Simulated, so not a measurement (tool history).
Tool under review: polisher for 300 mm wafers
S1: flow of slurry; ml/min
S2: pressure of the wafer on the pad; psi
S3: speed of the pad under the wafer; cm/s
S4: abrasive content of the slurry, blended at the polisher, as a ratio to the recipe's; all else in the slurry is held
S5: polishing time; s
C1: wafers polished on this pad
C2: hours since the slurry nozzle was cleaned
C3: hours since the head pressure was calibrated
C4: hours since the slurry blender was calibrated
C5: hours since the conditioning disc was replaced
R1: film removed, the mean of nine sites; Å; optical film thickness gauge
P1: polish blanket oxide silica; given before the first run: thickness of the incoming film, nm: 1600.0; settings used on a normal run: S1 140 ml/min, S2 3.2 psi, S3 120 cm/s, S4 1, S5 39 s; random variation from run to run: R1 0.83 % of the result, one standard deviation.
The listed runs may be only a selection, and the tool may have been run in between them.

run 1 hour=15.5 | S1=140 S2=3.2 S3=120 S4=1 S5=39 | C1=369 C2=503.2 C3=740.8 C4=110.4 C5=63 | R1=904.96
-- hour=25.1 head pressure recalibrated
run 2 hour=25.3 | S1=140 S2=3.2 S3=164 S4=1 S5=39 | C1=510 C2=513 C3=0.2 C4=120.2 C5=72.8 | R1=1155.5
run 3 hour=36.9 | S1=140 S2=3.2 S3=120 S4=1 S5=39 | C1=676 C2=524.6 C3=11.8 C4=131.8 C5=84.4 | R1=899.71
run 4 hour=51.4 | S1=85 S2=3.2 S3=120 S4=1 S5=57 | C1=885 C2=539.1 C3=26.3 C4=146.3 C5=98.9 | R1=1167
run 5 hour=65.3 | S1=140 S2=2.1 S3=120 S4=1 S5=39 | C1=1084 C2=553 C3=40.2 C4=160.2 C5=112.8 | R1=585.25
run 6 hour=78 | S1=205 S2=3.2 S3=120 S4=1 S5=39 | C1=1266 C2=565.7 C3=52.9 C4=172.9 C5=125.5 | R1=934.47
run 7 hour=89.9 | S1=140 S2=3.2 S3=120 S4=1 S5=39 | C1=1437 C2=577.6 C3=64.8 C4=184.8 C5=137.4 | R1=896.62
run 8 hour=101.6 | S1=140 S2=4.4 S3=120 S4=1 S5=39 | C1=1605 C2=589.3 C3=76.5 C4=196.5 C5=149.1 | R1=1217.6
run 9 hour=110.1 | S1=140 S2=3.2 S3=56 S4=1 S5=39 | C1=1727 C2=597.8 C3=85 C4=205 C5=157.6 | R1=483.79
run 10 hour=126.4 | S1=140 S2=3.2 S3=120 S4=1.35 S5=39 | C1=1961 C2=614.1 C3=101.3 C4=221.3 C5=173.9 | R1=1011.5
run 11 hour=136.5 | S1=140 S2=3.2 S3=120 S4=1 S5=39 | C1=2106 C2=624.2 C3=111.4 C4=231.4 C5=184 | R1=887.54
run 12 hour=151.7 | S1=140 S2=3.2 S3=120 S4=1 S5=39 | C1=2324 C2=639.4 C3=126.6 C4=246.6 C5=199.2 | R1=910.4
run 13 hour=163.7 | S1=140 S2=3.2 S3=120 S4=1 S5=39 | C1=2496 C2=651.4 C3=138.6 C4=258.6 C5=211.2 | R1=900.36
run 14 hour=175.3 | S1=140 S2=3.2 S3=120 S4=1 S5=24 | C1=2663 C2=663 C3=150.2 C4=270.2 C5=222.8 | R1=556.16
run 15 hour=187 | S1=85 S2=3.2 S3=120 S4=1 S5=39 | C1=2831 C2=674.7 C3=161.9 C4=281.9 C5=234.5 | R1=801.93
run 16 hour=203.1 | S1=140 S2=3.2 S3=120 S4=0.5 S5=39 | C1=3062 C2=690.8 C3=178 C4=298 C5=250.6 | R1=613.91
run 17 hour=216.5 | S1=140 S2=3.2 S3=120 S4=1 S5=57 | C1=3254 C2=704.2 C3=191.4 C4=311.4 C5=264 | R1=1310.7

Estimate the outcome of run 18 from the log above:
run 18 hour=225.5 | S1=140 S2=3.2 S3=120 S4=1 S5=39 | C1=3383 C2=713.2 C3=200.4 C4=320.4 C5=273 | R1=?

Run 18 came out at R1 900.73 Å.

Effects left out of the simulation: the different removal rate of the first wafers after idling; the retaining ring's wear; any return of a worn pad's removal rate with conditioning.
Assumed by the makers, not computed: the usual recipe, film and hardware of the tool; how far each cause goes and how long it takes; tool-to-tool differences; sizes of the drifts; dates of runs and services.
